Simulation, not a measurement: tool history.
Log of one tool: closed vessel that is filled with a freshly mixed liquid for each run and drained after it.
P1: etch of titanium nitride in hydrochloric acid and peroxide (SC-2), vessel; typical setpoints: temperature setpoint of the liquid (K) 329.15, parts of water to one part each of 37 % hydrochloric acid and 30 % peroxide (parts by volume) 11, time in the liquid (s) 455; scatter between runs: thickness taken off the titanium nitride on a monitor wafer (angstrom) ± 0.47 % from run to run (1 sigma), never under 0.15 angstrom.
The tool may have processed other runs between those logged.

run	hour	temperature setpoint of the liquid (K)	parts of water to one part each of 37 % hydrochloric acid and 30 % peroxide (parts by volume)	time in the liquid (s)	thickness taken off the titanium nitride on a monitor wafer (angstrom)
1	8.7	329.15	11	455	213.34
2	15.4	329.15	11	455	212.04
3	22.1	329.15	4	455	459.15
4	31.5	329.15	11	455	213.42
5	38.6	344.65	11	455	551.42
6	47.7	329.15	17	455	145.86
7	57.7	329.15	15.5	85	29.794
# hour 66.7: thermometer replaced
8	67.1	329.15	11	455	213.31
9	75.7	320.15	11	170	44.037
10	84.5	313.15	11	455	71.511
11	94.5	329.15	11	855	398.62
12	100.2	329.15	11	75	35.306
13	109.3	329.15	11	455	212.44
14	115.3	329.15	11	455	218.5
15	124	329.15	11	455	222.41
16	132	329.15	11	455	227.07
17	139.9	329.15	11	455	228.63

The next listed run, before its measurement:
18	147.9	329.15	11	455	?

For run 18 the tool returned thickness taken off the titanium nitride on a monitor wafer (angstrom) 231.25.

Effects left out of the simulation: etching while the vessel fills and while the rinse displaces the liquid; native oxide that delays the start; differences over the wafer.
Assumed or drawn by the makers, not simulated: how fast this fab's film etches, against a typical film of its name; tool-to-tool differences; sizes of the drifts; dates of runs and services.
